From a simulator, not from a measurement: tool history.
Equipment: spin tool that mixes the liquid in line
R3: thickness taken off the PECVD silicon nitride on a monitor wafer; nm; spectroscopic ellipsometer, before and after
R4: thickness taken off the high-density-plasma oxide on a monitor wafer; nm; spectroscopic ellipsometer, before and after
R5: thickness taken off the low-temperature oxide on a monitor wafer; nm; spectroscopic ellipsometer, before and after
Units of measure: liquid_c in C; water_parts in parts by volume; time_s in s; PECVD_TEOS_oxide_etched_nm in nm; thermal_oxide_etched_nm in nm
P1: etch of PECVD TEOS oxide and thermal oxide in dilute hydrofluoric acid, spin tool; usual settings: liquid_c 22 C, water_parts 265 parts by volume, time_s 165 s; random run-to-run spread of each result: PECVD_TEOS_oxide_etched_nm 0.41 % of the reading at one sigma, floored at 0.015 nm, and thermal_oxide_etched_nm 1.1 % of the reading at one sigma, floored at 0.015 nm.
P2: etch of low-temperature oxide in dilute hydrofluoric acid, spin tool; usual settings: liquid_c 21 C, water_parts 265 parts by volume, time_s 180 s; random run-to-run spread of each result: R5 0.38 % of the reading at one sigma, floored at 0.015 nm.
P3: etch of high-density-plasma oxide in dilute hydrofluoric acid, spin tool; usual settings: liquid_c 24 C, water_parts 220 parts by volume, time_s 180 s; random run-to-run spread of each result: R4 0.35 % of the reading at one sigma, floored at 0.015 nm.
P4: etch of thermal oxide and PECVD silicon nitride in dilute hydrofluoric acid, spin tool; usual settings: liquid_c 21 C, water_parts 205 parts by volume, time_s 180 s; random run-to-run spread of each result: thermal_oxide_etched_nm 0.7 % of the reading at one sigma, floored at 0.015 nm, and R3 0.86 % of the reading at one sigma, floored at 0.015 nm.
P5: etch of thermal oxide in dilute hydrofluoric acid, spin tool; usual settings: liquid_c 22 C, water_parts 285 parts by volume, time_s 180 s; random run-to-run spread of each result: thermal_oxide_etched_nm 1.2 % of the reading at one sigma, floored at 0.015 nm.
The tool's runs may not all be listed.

{"run": 1, "day": 0.6, "process": "P1", "liquid_c": 22, "water_parts": 265, "time_s": 165, "PECVD_TEOS_oxide_etched_nm": 8.8857, "thermal_oxide_etched_nm": 2.3338}
{"run": 2, "day": 1.162, "process": "P1", "liquid_c": 22, "water_parts": 265, "time_s": 165, "PECVD_TEOS_oxide_etched_nm": 8.8656, "thermal_oxide_etched_nm": 2.3316}
{"run": 3, "day": 1.654, "process": "P5", "liquid_c": 22, "water_parts": 285, "time_s": 25, "thermal_oxide_etched_nm": 0.3251}
{"run": 4, "day": 2.221, "process": "P1", "liquid_c": 27, "water_parts": 355, "time_s": 165, "PECVD_TEOS_oxide_etched_nm": 7.219, "thermal_oxide_etched_nm": 1.8783}
{"run": 5, "day": 2.754, "process": "P4", "liquid_c": 21, "water_parts": 55, "time_s": 180, "thermal_oxide_etched_nm": 13.762, "R3": 10.763}
{"run": 6, "day": 3.375, "process": "P1", "liquid_c": 22, "water_parts": 265, "time_s": 235, "PECVD_TEOS_oxide_etched_nm": 12.668, "thermal_oxide_etched_nm": 3.3213}
{"run": 7, "day": 3.971, "process": "P3", "liquid_c": 24, "water_parts": 220, "time_s": 70, "R4": 2.9629}
{"run": 8, "day": 4.3, "process": "P5", "liquid_c": 22, "water_parts": 285, "time_s": 180, "thermal_oxide_etched_nm": 2.2284}
{"run": 9, "day": 4.671, "process": "P2", "liquid_c": 21, "water_parts": 95, "time_s": 180, "R5": 27.717}
{"run": 10, "day": 5.058, "process": "P1", "liquid_c": 22, "water_parts": 265, "time_s": 165, "PECVD_TEOS_oxide_etched_nm": 8.8747, "thermal_oxide_etched_nm": 2.396}
{"run": 11, "day": 5.671, "process": "P1", "liquid_c": 22, "water_parts": 110, "time_s": 165, "PECVD_TEOS_oxide_etched_nm": 25.297, "thermal_oxide_etched_nm": 6.5925}
{"run": 12, "day": 6.062, "process": "P1", "liquid_c": 22, "water_parts": 435, "time_s": 270, "PECVD_TEOS_oxide_etched_nm": 7.6506, "thermal_oxide_etched_nm": 1.9748}
{"run": 13, "day": 6.588, "process": "P1", "liquid_c": 22, "water_parts": 265, "time_s": 90, "PECVD_TEOS_oxide_etched_nm": 4.841, "thermal_oxide_etched_nm": 1.2944}
{"run": 14, "day": 7.196, "process": "P1", "liquid_c": 22, "water_parts": 430, "time_s": 165, "PECVD_TEOS_oxide_etched_nm": 4.7233, "thermal_oxide_etched_nm": 1.2448}
{"run": 15, "day": 7.604, "process": "P5", "liquid_c": 18, "water_parts": 285, "time_s": 180, "thermal_oxide_etched_nm": 1.9848}
{"run": 16, "day": 8.117, "process": "P1", "liquid_c": 17, "water_parts": 265, "time_s": 165, "PECVD_TEOS_oxide_etched_nm": 7.4026, "thermal_oxide_etched_nm": 1.9745}
{"run": 17, "day": 8.583, "process": "P3", "liquid_c": 24, "water_parts": 220, "time_s": 180, "R4": 7.5689}
{"run": 18, "day": 9.075, "process": "P2", "liquid_c": 17, "water_parts": 265, "time_s": 180, "R5": 7.2332}
{"run": 19, "day": 9.729, "process": "P1", "liquid_c": 22, "water_parts": 265, "time_s": 165, "PECVD_TEOS_oxide_etched_nm": 8.9344, "thermal_oxide_etched_nm": 2.3485}
{"run": 20, "day": 10.125, "process": "P1", "liquid_c": 22, "water_parts": 265, "time_s": 165, "PECVD_TEOS_oxide_etched_nm": 8.858, "thermal_oxide_etched_nm": 2.2654}
{"run": 21, "day": 10.558, "process": "P1", "liquid_c": 22, "water_parts": 265, "time_s": 165, "PECVD_TEOS_oxide_etched_nm": 8.8675, "thermal_oxide_etched_nm": 2.3572}
{"run": 22, "day": 10.988, "process": "P3", "liquid_c": 17, "water_parts": 220, "time_s": 180, "R4": 5.8404}
{"run": 23, "day": 11.571, "process": "P2", "liquid_c": 21, "water_parts": 265, "time_s": 180, "R5": 8.3032}
{"run": 24, "day": 12.238, "process": "P3", "liquid_c": 24, "water_parts": 220, "time_s": 180, "R4": 7.5663}
{"run": 25, "day": 12.567, "process": "P5", "liquid_c": 22, "water_parts": 95, "time_s": 180, "thermal_oxide_etched_nm": 8.3233}
{"run": 26, "day": 13.054, "process": "P1", "liquid_c": 22, "water_parts": 265, "time_s": 165, "PECVD_TEOS_oxide_etched_nm": 8.862, "thermal_oxide_etched_nm": 2.3509}
{"run": 27, "day": 13.608, "process": "P2", "liquid_c": 21, "water_parts": 265, "time_s": 265, "R5": 12.234}
{"run": 28, "day": 14.025, "process": "P4", "liquid_c": 21, "water_parts": 205, "time_s": 180, "thermal_oxide_etched_nm": 3.1203, "R3": 2.975}
{"run": 29, "day": 14.475, "process": "P3", "liquid_c": 24, "water_parts": 40, "time_s": 180, "R4": 51.749}
{"run": 30, "day": 14.821, "process": "P4", "liquid_c": 17, "water_parts": 205, "time_s": 180, "thermal_oxide_etched_nm": 2.6399, "R3": 2.3538}
{"run": 31, "day": 15.371, "process": "P4", "liquid_c": 21, "water_parts": 205, "time_s": 325, "thermal_oxide_etched_nm": 5.69, "R3": 5.4651}
{"run": 32, "day": 16.004, "process": "P1", "liquid_c": 28, "water_parts": 265, "time_s": 165, "PECVD_TEOS_oxide_etched_nm": 10.907, "thermal_oxide_etched_nm": 2.8184}
{"run": 33, "day": 16.462, "process": "P2", "liquid_c": 21, "water_parts": 265, "time_s": 180, "R5": 8.3797}
{"run": 34, "day": 16.804, "process": "P5", "liquid_c": 22, "water_parts": 285, "time_s": 180, "thermal_oxide_etched_nm": 2.3015}
{"run": 35, "day": 17.246, "process": "P1", "liquid_c": 22, "water_parts": 265, "time_s": 165, "PECVD_TEOS_oxide_etched_nm": 8.878, "thermal_oxide_etched_nm": 2.4084}
{"run": 36, "day": 17.583, "process": "P1", "liquid_c": 22, "water_parts": 265, "time_s": 165, "PECVD_TEOS_oxide_etched_nm": 8.7909, "thermal_oxide_etched_nm": 2.2439}
{"run": 37, "day": 18.279, "process": "P1", "liquid_c": 22, "water_parts": 265, "time_s": 165, "PECVD_TEOS_oxide_etched_nm": 8.62, "thermal_oxide_etched_nm": 2.2339}
{"run": 38, "day": 18.829, "process": "P1", "liquid_c": 22, "water_parts": 265, "time_s": 165, "PECVD_TEOS_oxide_etched_nm": 8.4645, "thermal_oxide_etched_nm": 2.2346}
{"run": 39, "day": 19.325, "process": "P1", "liquid_c": 22, "water_parts": 265, "time_s": 165, "PECVD_TEOS_oxide_etched_nm": 8.501, "thermal_oxide_etched_nm": 2.2026}
{"run": 40, "day": 19.792, "process": "P1", "liquid_c": 22, "water_parts": 265, "time_s": 165, "PECVD_TEOS_oxide_etched_nm": 8.4647, "thermal_oxide_etched_nm": 2.1797}
{"run": 41, "day": 20.138, "process": "P1", "liquid_c": 22, "water_parts": 265, "time_s": 165, "PECVD_TEOS_oxide_etched_nm": 8.3941, "thermal_oxide_etched_nm": 2.1881}
{"run": 42, "day": 20.65, "process": "P1", "liquid_c": 22, "water_parts": 265, "time_s": 165, "PECVD_TEOS_oxide_etched_nm": 8.4344, "thermal_oxide_etched_nm": 2.1695}
{"run": 43, "day": 21.05, "process": "P1", "liquid_c": 22, "water_parts": 265, "time_s": 165, "PECVD_TEOS_oxide_etched_nm": 8.3974, "thermal_oxide_etched_nm": 2.2101}
{"run": 44, "day": 21.738, "process": "P1", "liquid_c": 22, "water_parts": 265, "time_s": 165, "PECVD_TEOS_oxide_etched_nm": 8.3598, "thermal_oxide_etched_nm": 2.2057}

Something has made what P1 gives creep away from where it was; the 2 causes below, each at its own stated size, fit the log equally well:
A: hydrofluoric acid flow below the setpoint (%) = 4.42
B: liquid colder than its thermometer reads (K) = 1.56
The creep began at about day 17.246.

Which of the 4 check runs listed below, each an average over 2 wafers with its results shown as question marks, gives clearly different results under the different listed causes?
{"run": "check 1", "day": 22.425, "process": "P2", "liquid_c": 21, "water_parts": 265, "time_s": 180, "R5": "?"}
{"run": "check 2", "day": 22.425, "process": "P3", "liquid_c": 24, "water_parts": 220, "time_s": 180, "R4": "?"}
{"run": "check 3", "day": 22.425, "process": "P5", "liquid_c": 22, "water_parts": 285, "time_s": 180, "thermal_oxide_etched_nm": "?"}
{"run": "check 4", "day": 22.425, "process": "P4", "liquid_c": 21, "water_parts": 205, "time_s": 180, "thermal_oxide_etched_nm": "?", "R3": "?"}

If the cause were each of the candidates in turn, the checks would give the following:
check=check_1 result=R5 if_A=7.8698 if_B=7.8601
check=check_2 result=R4 if_A=7.1901 if_B=7.1787
check=check_3 result=thermal_oxide_etched_nm if_A=2.1575 if_B=2.1597
check=check_4 result=thermal_oxide_etched_nm if_A=2.9670 if_B=2.9514
check=check_4 result=R3 if_A=2.8680 if_B=2.7067
Gap, in per cent, between the two causes that each check separates least, read from the result that separates them most: check 1 0.12 %; check 2 0.16 %; check 3 0.1 %; check 4 5.79 %
Check 4 distinguishes between the causes, while the remaining checks would return nearly the same result for all of them.

After running check 4, the following was obtained: thermal_oxide_etched_nm 2.9544 nm; R3 2.7222 nm. Which cause does this point to?

It was cause B: liquid colder than its thermometer reads (K).
